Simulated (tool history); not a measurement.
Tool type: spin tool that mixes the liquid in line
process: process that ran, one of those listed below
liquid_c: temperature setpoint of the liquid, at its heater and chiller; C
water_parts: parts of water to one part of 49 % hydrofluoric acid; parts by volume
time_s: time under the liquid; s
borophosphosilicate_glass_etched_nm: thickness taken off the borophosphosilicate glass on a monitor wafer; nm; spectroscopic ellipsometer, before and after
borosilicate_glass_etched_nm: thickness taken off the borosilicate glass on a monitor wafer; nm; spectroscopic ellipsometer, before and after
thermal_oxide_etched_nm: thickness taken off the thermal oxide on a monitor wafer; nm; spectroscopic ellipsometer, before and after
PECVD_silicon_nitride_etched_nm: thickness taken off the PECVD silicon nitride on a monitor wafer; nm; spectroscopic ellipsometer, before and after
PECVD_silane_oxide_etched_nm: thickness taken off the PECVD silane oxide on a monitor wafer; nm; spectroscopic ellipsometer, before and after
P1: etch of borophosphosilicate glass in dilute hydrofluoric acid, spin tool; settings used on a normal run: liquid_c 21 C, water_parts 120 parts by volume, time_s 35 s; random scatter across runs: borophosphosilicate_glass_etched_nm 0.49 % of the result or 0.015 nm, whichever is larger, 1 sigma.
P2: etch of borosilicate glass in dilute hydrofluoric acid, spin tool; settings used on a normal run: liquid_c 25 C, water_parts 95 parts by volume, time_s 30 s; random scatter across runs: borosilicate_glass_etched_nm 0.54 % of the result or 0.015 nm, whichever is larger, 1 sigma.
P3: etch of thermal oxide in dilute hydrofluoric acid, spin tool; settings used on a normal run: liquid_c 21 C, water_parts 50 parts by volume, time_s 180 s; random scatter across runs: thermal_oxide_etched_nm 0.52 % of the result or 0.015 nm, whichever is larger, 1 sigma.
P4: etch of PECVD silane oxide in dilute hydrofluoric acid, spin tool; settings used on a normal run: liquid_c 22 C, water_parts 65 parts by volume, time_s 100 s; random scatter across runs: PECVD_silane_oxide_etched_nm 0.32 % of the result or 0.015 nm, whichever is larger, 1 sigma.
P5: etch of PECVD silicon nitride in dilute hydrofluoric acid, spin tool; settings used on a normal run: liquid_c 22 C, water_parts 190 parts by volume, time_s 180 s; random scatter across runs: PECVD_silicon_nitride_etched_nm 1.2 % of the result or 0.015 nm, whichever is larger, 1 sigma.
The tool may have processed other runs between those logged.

run,hour,process,liquid_c,water_parts,time_s,hours since the thermometer was replaced,hours since the hydrofluoric acid flow meter was replaced,borophosphosilicate_glass_etched_nm,borosilicate_glass_etched_nm,thermal_oxide_etched_nm,PECVD_silicon_nitride_etched_nm,PECVD_silane_oxide_etched_nm
1,5.9,P1,21,120,35,387.8,401.9,20.254,,,,
2,9.4,P2,25,95,55,391.3,405.4,,18.037,,,
3,13.7,P1,21,120,35,395.6,409.7,20.298,,,,
4,17.5,P1,21,120,50,399.4,413.5,28.794,,,,
5,22.8,P1,17,120,35,404.7,418.8,17.106,,,,
6,26.3,P1,28,120,35,408.2,422.3,26.663,,,,
7,31.2,P1,21,210,35,413.1,427.2,10.597,,,,
8,34.6,P3,21,90,180,416.5,430.6,,,8.6016,,
# hour 37.6: thermometer replaced
9,41.6,P1,21,120,35,4.1,437.6,20.208,,,,
10,45.4,P5,22,190,180,7.9,441.4,,,,2.0358,
11,51.5,P1,21,120,35,14,447.5,20.408,,,,
12,56.4,P4,22,65,100,18.9,452.4,,,,,28.614
13,60.2,P3,21,50,180,22.7,456.2,,,16.372,,
14,63.9,P1,21,120,35,26.4,459.9,20.225,,,,
15,68.3,P1,21,120,35,30.8,464.3,20.333,,,,
16,73.3,P1,21,120,35,35.8,469.3,20.219,,,,
17,76.9,P4,28,65,100,39.4,472.9,,,,,36.547
18,82.4,P5,17,190,180,44.9,478.4,,,,1.5079,
19,88.1,P1,17,60,35,50.6,484.1,36.298,,,,
20,95.4,P2,25,95,30,57.9,491.4,,9.8065,,,
21,99.5,P1,21,70,35,62,495.5,36.835,,,,
22,106.5,P2,25,25,30,69,502.5,,41.107,,,
23,111,P4,22,100,100,73.5,507,,,,,17.866
24,116.1,P3,21,50,310,78.6,512.1,,,27.966,,
25,120.3,P1,21,120,20,82.8,516.3,11.57,,,,
26,124.8,P3,21,50,180,87.3,520.8,,,16.271,,
27,128.2,P4,22,65,20,90.7,524.2,,,,,5.6948
28,132.2,P2,31.5,95,30,94.7,528.2,,12.667,,,
29,137.5,P5,22,190,355,100,533.5,,,,4.1498,
30,143.5,P2,25,95,30,106,539.5,,9.9208,,,
31,147.7,P1,17,120,65,110.2,543.7,31.52,,,,
32,154.9,P4,22,65,100,117.4,550.9,,,,,28.728
33,159.4,P3,17,50,180,121.9,555.4,,,13.919,,
34,164.4,P5,22,270,180,126.9,560.4,,,,1.4731,
35,168.7,P1,17,120,50,131.2,564.7,24.676,,,,
36,174.1,P1,21,120,35,136.6,570.1,20.179,,,,
37,180.7,P1,21,120,35,143.2,576.7,20.615,,,,
38,184.7,P1,21,120,35,147.2,580.7,21.041,,,,
39,191.8,P1,21,120,35,154.3,587.8,21.229,,,,
40,198.2,P1,21,120,35,160.7,594.2,21.114,,,,
41,202,P1,21,120,35,164.5,598,21.357,,,,

Estimate the outcome of run 42 from the log above:
42,205.7,P1,21,120,35,168.2,601.7,?,,,,

{"run 42": {"borophosphosilicate_glass_etched_nm": 21.388}}
